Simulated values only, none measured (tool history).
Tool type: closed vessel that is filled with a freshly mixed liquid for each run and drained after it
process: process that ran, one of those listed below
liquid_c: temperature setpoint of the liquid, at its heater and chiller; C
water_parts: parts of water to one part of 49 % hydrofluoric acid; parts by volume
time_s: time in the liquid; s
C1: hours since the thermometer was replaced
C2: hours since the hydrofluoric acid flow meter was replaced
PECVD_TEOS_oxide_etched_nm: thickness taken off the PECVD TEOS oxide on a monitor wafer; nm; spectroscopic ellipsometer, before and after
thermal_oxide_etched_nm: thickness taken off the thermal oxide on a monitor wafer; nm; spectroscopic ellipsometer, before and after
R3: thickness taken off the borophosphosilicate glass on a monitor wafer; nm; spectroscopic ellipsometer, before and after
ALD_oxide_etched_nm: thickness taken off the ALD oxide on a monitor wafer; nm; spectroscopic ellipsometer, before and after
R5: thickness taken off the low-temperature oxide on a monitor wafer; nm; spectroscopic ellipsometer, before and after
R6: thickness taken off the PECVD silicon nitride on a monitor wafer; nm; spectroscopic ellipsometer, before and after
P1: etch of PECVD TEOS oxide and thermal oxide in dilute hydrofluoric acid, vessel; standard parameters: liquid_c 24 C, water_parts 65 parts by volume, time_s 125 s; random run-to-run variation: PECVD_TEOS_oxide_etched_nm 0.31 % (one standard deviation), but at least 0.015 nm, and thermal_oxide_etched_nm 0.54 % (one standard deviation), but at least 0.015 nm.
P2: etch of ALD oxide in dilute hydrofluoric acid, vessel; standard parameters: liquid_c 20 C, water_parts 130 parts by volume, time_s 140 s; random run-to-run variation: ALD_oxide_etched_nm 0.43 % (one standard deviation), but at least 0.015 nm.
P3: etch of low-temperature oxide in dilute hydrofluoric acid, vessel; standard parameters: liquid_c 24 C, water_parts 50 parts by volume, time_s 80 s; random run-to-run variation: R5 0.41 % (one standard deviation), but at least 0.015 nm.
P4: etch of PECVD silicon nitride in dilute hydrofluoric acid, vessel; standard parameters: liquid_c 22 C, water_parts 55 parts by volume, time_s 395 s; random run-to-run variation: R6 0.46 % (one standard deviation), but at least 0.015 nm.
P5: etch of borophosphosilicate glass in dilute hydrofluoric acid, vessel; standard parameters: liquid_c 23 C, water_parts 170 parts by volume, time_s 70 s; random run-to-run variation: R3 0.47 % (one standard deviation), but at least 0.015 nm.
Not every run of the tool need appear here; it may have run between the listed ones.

run 1 hour=4.5 | process=P1 liquid_c=24 water_parts=65 time_s=125 | C1=1048.1 C2=545 | PECVD_TEOS_oxide_etched_nm=27.203 thermal_oxide_etched_nm=9.2316
run 2 hour=8.1 | process=P5 liquid_c=23 water_parts=170 time_s=30 | C1=1051.7 C2=548.6 | R3=5.1745
run 3 hour=14.7 | process=P2 liquid_c=20 water_parts=130 time_s=255 | C1=1058.3 C2=555.2 | ALD_oxide_etched_nm=33.119
run 4 hour=19.2 | process=P3 liquid_c=24 water_parts=50 time_s=30 | C1=1062.8 C2=559.7 | R5=9.7462
run 5 hour=23.1 | process=P1 liquid_c=24 water_parts=40 time_s=125 | C1=1066.7 C2=563.6 | PECVD_TEOS_oxide_etched_nm=45.802 thermal_oxide_etched_nm=15.674
run 6 hour=28 | process=P1 liquid_c=24 water_parts=90 time_s=240 | C1=1071.6 C2=568.5 | PECVD_TEOS_oxide_etched_nm=36.658 thermal_oxide_etched_nm=12.383
run 7 hour=35.3 | process=P3 liquid_c=17 water_parts=50 time_s=80 | C1=1078.9 C2=575.8 | R5=19.323
run 8 hour=41.2 | process=P5 liquid_c=23 water_parts=80 time_s=70 | C1=1084.8 C2=581.7 | R3=28.681
run 9 hour=45.8 | process=P1 liquid_c=24 water_parts=65 time_s=125 | C1=1089.4 C2=586.3 | PECVD_TEOS_oxide_etched_nm=27.28 thermal_oxide_etched_nm=9.241
run 10 hour=53.9 | process=P1 liquid_c=24 water_parts=65 time_s=125 | C1=1097.5 C2=594.4 | PECVD_TEOS_oxide_etched_nm=27.389 thermal_oxide_etched_nm=9.2313
run 11 hour=61.3 | process=P1 liquid_c=24 water_parts=95 time_s=185 | C1=1104.9 C2=601.8 | PECVD_TEOS_oxide_etched_nm=26.58 thermal_oxide_etched_nm=9.0428
run 12 hour=67 | process=P1 liquid_c=24 water_parts=65 time_s=125 | C1=1110.6 C2=607.5 | PECVD_TEOS_oxide_etched_nm=27.262 thermal_oxide_etched_nm=9.3328
run 13 hour=71.9 | process=P4 liquid_c=22 water_parts=75 time_s=395 | C1=1115.5 C2=612.4 | R6=17.913
run 14 hour=79.5 | process=P1 liquid_c=31.5 water_parts=65 time_s=125 | C1=1123.1 C2=620 | PECVD_TEOS_oxide_etched_nm=36.742 thermal_oxide_etched_nm=12.431
run 15 hour=83.8 | process=P3 liquid_c=24 water_parts=75 time_s=80 | C1=1127.4 C2=624.3 | R5=16.722
run 16 hour=87.3 | process=P1 liquid_c=27.5 water_parts=40 time_s=125 | C1=1130.9 C2=627.8 | PECVD_TEOS_oxide_etched_nm=53.148 thermal_oxide_etched_nm=17.825
run 17 hour=91.1 | process=P1 liquid_c=24 water_parts=65 time_s=50 | C1=1134.7 C2=631.6 | PECVD_TEOS_oxide_etched_nm=10.978 thermal_oxide_etched_nm=3.6903
run 18 hour=95.7 | process=P1 liquid_c=24 water_parts=65 time_s=125 | C1=1139.3 C2=636.2 | PECVD_TEOS_oxide_etched_nm=27.323 thermal_oxide_etched_nm=9.2295
run 19 hour=102.5 | process=P5 liquid_c=17 water_parts=170 time_s=70 | C1=1146.1 C2=643 | R3=9.6253
run 20 hour=107.9 | process=P2 liquid_c=20 water_parts=225 time_s=140 | C1=1151.5 C2=648.4 | ALD_oxide_etched_nm=9.4981
run 21 hour=113.3 | process=P1 liquid_c=24 water_parts=100 time_s=125 | C1=1156.9 C2=653.8 | PECVD_TEOS_oxide_etched_nm=16.966 thermal_oxide_etched_nm=5.7183
run 22 hour=119.8 | process=P4 liquid_c=22 water_parts=55 time_s=395 | C1=1163.4 C2=660.3 | R6=24.565
run 23 hour=124.4 | process=P2 liquid_c=20 water_parts=130 time_s=140 | C1=1168 C2=664.9 | ALD_oxide_etched_nm=18.098
run 24 hour=131.5 | process=P5 liquid_c=23 water_parts=170 time_s=70 | C1=1175.1 C2=672 | R3=12.127
run 25 hour=139.5 | process=P1 liquid_c=24 water_parts=65 time_s=225 | C1=1183.1 C2=680 | PECVD_TEOS_oxide_etched_nm=48.988 thermal_oxide_etched_nm=16.675
run 26 hour=145.1 | process=P4 liquid_c=17.5 water_parts=55 time_s=395 | C1=1188.7 C2=685.6 | R6=17.912
run 27 hour=152.5 | process=P4 liquid_c=22 water_parts=55 time_s=30 | C1=1196.1 C2=693 | R6=1.8472
run 28 hour=159.1 | process=P1 liquid_c=20 water_parts=65 time_s=125 | C1=1202.7 C2=699.6 | PECVD_TEOS_oxide_etched_nm=23.167 thermal_oxide_etched_nm=7.8417
run 29 hour=164.5 | process=P3 liquid_c=24 water_parts=50 time_s=80 | C1=1208.1 C2=705 | R5=25.809
run 30 hour=172.5 | process=P2 liquid_c=26.5 water_parts=130 time_s=140 | C1=1216.1 C2=713 | ALD_oxide_etched_nm=23.262
run 31 hour=179.4 | process=P1 liquid_c=24 water_parts=65 time_s=125 | C1=1223 C2=719.9 | PECVD_TEOS_oxide_etched_nm=27.427 thermal_oxide_etched_nm=9.2956

Run 32 comes next. What will it give?
run 32 hour=184.3 | process=P1 liquid_c=24 water_parts=65 time_s=125 | C1=1227.9 C2=724.8 | PECVD_TEOS_oxide_etched_nm=? thermal_oxide_etched_nm=?

For run 32 the tool returned PECVD_TEOS_oxide_etched_nm 28.3 nm, thermal_oxide_etched_nm 9.5443 nm.

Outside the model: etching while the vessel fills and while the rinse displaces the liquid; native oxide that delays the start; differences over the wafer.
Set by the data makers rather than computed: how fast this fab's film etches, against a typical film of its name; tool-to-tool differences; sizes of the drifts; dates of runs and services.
